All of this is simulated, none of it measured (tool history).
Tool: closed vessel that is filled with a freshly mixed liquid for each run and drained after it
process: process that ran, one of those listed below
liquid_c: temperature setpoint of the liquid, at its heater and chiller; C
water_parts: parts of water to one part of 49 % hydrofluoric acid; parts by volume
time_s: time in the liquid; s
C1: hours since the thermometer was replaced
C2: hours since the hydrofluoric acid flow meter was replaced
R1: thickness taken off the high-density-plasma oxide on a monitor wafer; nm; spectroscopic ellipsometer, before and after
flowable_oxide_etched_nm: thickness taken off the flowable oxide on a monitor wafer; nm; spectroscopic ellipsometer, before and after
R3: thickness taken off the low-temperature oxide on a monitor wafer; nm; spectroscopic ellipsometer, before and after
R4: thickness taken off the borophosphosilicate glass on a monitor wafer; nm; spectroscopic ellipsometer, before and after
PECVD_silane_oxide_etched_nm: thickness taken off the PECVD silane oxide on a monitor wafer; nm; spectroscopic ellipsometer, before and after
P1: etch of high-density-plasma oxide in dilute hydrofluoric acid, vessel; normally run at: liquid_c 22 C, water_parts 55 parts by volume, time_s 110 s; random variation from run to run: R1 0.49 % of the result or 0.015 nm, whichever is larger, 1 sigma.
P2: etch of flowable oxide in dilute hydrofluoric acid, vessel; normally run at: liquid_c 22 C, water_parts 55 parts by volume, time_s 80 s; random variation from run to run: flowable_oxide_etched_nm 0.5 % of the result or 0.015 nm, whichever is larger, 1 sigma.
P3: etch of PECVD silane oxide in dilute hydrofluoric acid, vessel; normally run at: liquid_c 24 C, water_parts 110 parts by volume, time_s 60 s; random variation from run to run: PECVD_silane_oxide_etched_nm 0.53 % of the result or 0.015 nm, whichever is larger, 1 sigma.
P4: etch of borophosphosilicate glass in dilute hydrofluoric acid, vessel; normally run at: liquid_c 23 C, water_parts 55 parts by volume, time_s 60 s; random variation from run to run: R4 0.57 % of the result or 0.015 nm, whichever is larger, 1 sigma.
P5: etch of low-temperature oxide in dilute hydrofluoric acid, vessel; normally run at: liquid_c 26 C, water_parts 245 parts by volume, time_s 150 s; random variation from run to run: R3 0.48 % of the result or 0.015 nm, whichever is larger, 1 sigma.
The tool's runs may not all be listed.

{"run": 1, "day": 0.304, "process": "P1", "liquid_c": 22, "water_parts": 55, "time_s": 110, "C1": 149.1, "C2": 350.3, "R1": 10.877}
{"run": 2, "day": 0.796, "process": "P1", "liquid_c": 22, "water_parts": 55, "time_s": 190, "C1": 160.9, "C2": 362.1, "R1": 18.752}
{"run": 3, "day": 1.262, "process": "P1", "liquid_c": 28.5, "water_parts": 55, "time_s": 110, "C1": 172.1, "C2": 373.3, "R1": 14.232}
{"run": 4, "day": 1.829, "process": "P2", "liquid_c": 17, "water_parts": 55, "time_s": 80, "C1": 185.7, "C2": 386.9, "flowable_oxide_etched_nm": 31.163}
{"run": 5, "day": 2.125, "process": "P5", "liquid_c": 26, "water_parts": 245, "time_s": 150, "C1": 192.8, "C2": 394, "R3": 19.466}
{"run": 6, "day": 2.558, "process": "P1", "liquid_c": 22, "water_parts": 55, "time_s": 110, "C1": 203.2, "C2": 404.4, "R1": 10.797}
{"run": 7, "day": 2.958, "process": "P1", "liquid_c": 22, "water_parts": 20, "time_s": 110, "C1": 212.8, "C2": 414, "R1": 31.106}
{"run": 8, "day": 3.304, "process": "P1", "liquid_c": 22, "water_parts": 80, "time_s": 110, "C1": 221.1, "C2": 422.3, "R1": 7.1938}
{"run": 9, "day": 3.675, "process": "P1", "liquid_c": 22, "water_parts": 55, "time_s": 50, "C1": 230, "C2": 431.2, "R1": 4.9556}
{"run": 10, "day": 4.054, "process": "P4", "liquid_c": 23, "water_parts": 55, "time_s": 60, "C1": 239.1, "C2": 440.3, "R4": 77.566}
{"run": 11, "day": 4.583, "process": "P1", "liquid_c": 22, "water_parts": 55, "time_s": 110, "C1": 251.8, "C2": 453, "R1": 10.855}
{"run": 12, "day": 4.912, "process": "P5", "liquid_c": 26, "water_parts": 245, "time_s": 150, "C1": 259.7, "C2": 460.9, "R3": 19.484}
{"run": 13, "day": 5.438, "process": "P4", "liquid_c": 23, "water_parts": 55, "time_s": 30, "C1": 272.3, "C2": 473.5, "R4": 38.475}
{"run": 14, "day": 5.783, "process": "P3", "liquid_c": 24, "water_parts": 110, "time_s": 120, "C1": 280.6, "C2": 481.8, "PECVD_silane_oxide_etched_nm": 36.657}
{"run": 15, "day": 6.158, "process": "P3", "liquid_c": 29, "water_parts": 110, "time_s": 60, "C1": 289.6, "C2": 490.8, "PECVD_silane_oxide_etched_nm": 22.54}
{"run": 16, "day": 6.65, "process": "P5", "liquid_c": 26, "water_parts": 245, "time_s": 260, "C1": 301.4, "C2": 502.6, "R3": 33.642}
{"run": 17, "day": 7.179, "process": "P1", "liquid_c": 22, "water_parts": 55, "time_s": 110, "C1": 314.1, "C2": 515.3, "R1": 10.822}
{"run": 18, "day": 7.617, "process": "P1", "liquid_c": 22, "water_parts": 55, "time_s": 110, "C1": 324.6, "C2": 525.8, "R1": 10.869}
{"run": 19, "day": 8.058, "process": "P1", "liquid_c": 26.5, "water_parts": 20, "time_s": 110, "C1": 335.2, "C2": 536.4, "R1": 37.558}
{"run": 20, "day": 8.575, "process": "P2", "liquid_c": 22, "water_parts": 55, "time_s": 80, "C1": 347.6, "C2": 548.8, "flowable_oxide_etched_nm": 38.519}
{"run": 21, "day": 8.95, "process": "P3", "liquid_c": 24, "water_parts": 20, "time_s": 60, "C1": 356.6, "C2": 557.8, "PECVD_silane_oxide_etched_nm": 113.98}
{"run": 22, "day": 9.238, "process": "P5", "liquid_c": 19, "water_parts": 245, "time_s": 150, "C1": 363.5, "C2": 564.7, "R3": 14.97}
{"run": 23, "day": 9.596, "process": "P2", "liquid_c": 22, "water_parts": 85, "time_s": 80, "C1": 372.1, "C2": 573.3, "flowable_oxide_etched_nm": 23.799}
{"run": 24, "day": 10.021, "process": "P1", "liquid_c": 17, "water_parts": 55, "time_s": 110, "C1": 382.3, "C2": 583.5, "R1": 8.8695}
{"run": 25, "day": 10.379, "process": "P5", "liquid_c": 26, "water_parts": 415, "time_s": 150, "C1": 390.9, "C2": 592.1, "R3": 9.6932}
{"run": 26, "day": 10.95, "process": "P3", "liquid_c": 24, "water_parts": 110, "time_s": 60, "C1": 404.6, "C2": 605.8, "PECVD_silane_oxide_etched_nm": 18.412}
{"run": 27, "day": 11.438, "process": "P2", "liquid_c": 22, "water_parts": 55, "time_s": 30, "C1": 416.3, "C2": 617.5, "flowable_oxide_etched_nm": 14.335}
{"run": 28, "day": 11.858, "process": "P1", "liquid_c": 22, "water_parts": 55, "time_s": 110, "C1": 426.4, "C2": 627.6, "R1": 10.828}
{"run": 29, "day": 12.358, "process": "P4", "liquid_c": 23, "water_parts": 55, "time_s": 60, "C1": 438.4, "C2": 639.6, "R4": 78.563}
{"run": 30, "day": 12.796, "process": "P4", "liquid_c": 23, "water_parts": 100, "time_s": 60, "C1": 448.9, "C2": 650.1, "R4": 40.553}
{"run": 31, "day": 13.183, "process": "P4", "liquid_c": 31.5, "water_parts": 55, "time_s": 60, "C1": 458.2, "C2": 659.4, "R4": 108.85}
{"run": 32, "day": 13.833, "process": "P1", "liquid_c": 22, "water_parts": 55, "time_s": 110, "C1": 473.8, "C2": 675, "R1": 10.819}
{"run": 33, "day": 14.158, "process": "P1", "liquid_c": 22, "water_parts": 55, "time_s": 110, "C1": 481.6, "C2": 682.8, "R1": 10.474}
{"run": 34, "day": 14.692, "process": "P1", "liquid_c": 22, "water_parts": 55, "time_s": 110, "C1": 494.4, "C2": 695.6, "R1": 10.282}
{"run": 35, "day": 15.212, "process": "P1", "liquid_c": 22, "water_parts": 55, "time_s": 110, "C1": 506.9, "C2": 708.1, "R1": 10.007}
{"run": 36, "day": 15.625, "process": "P1", "liquid_c": 22, "water_parts": 55, "time_s": 110, "C1": 516.8, "C2": 718, "R1": 9.8933}
{"run": 37, "day": 16.108, "process": "P1", "liquid_c": 22, "water_parts": 55, "time_s": 110, "C1": 528.4, "C2": 729.6, "R1": 9.8823}
{"run": 38, "day": 16.604, "process": "P1", "liquid_c": 22, "water_parts": 55, "time_s": 110, "C1": 540.3, "C2": 741.5, "R1": 9.9635}
{"run": 39, "day": 17.183, "process": "P1", "liquid_c": 22, "water_parts": 55, "time_s": 110, "C1": 554.2, "C2": 755.4, "R1": 9.7568}
{"run": 40, "day": 17.667, "process": "P1", "liquid_c": 22, "water_parts": 55, "time_s": 110, "C1": 565.8, "C2": 767, "R1": 9.7786}

What P1 gives has crept away from where it was. These 2 causes fit the log equally well, each at the size given:
A: liquid colder than its thermometer reads (K) = 2.32
B: hydrofluoric acid flow below the setpoint (%) = 8.69
The creep began at about day 13.833.

4 check runs are offered, one wafer each, their results left as question marks. Which one tells the causes apart?
{"run": "check 1", "day": 18.15, "process": "P3", "liquid_c": 24, "water_parts": 40, "time_s": 110, "PECVD_silane_oxide_etched_nm": "?"}
{"run": "check 2", "day": 18.15, "process": "P2", "liquid_c": 22, "water_parts": 75, "time_s": 80, "flowable_oxide_etched_nm": "?"}
{"run": "check 3", "day": 18.15, "process": "P5", "liquid_c": 20, "water_parts": 415, "time_s": 150, "R3": "?"}
{"run": "check 4", "day": 18.15, "process": "P4", "liquid_c": 26, "water_parts": 80, "time_s": 60, "R4": "?"}

What each check would give under each cause:
check=check_1 result=PECVD_silane_oxide_etched_nm if_A=92.658 if_B=92.753
check=check_2 result=flowable_oxide_etched_nm if_A=24.899 if_B=24.815
check=check_3 result=R3 if_A=7.3103 if_B=7.0124
check=check_4 result=R4 if_A=53.228 if_B=52.788
How far apart the two closest causes lie, in the result that separates them most: check 1 0.1 %; check 2 0.34 %; check 3 4.16 %; check 4 0.83 %
Only check 3 tells the causes apart: in the others they would give nearly the same result.

Check 3 was then run and gave: R3 7.0582 nm. Which cause is it?

It is B: hydrofluoric acid flow below the setpoint (%).
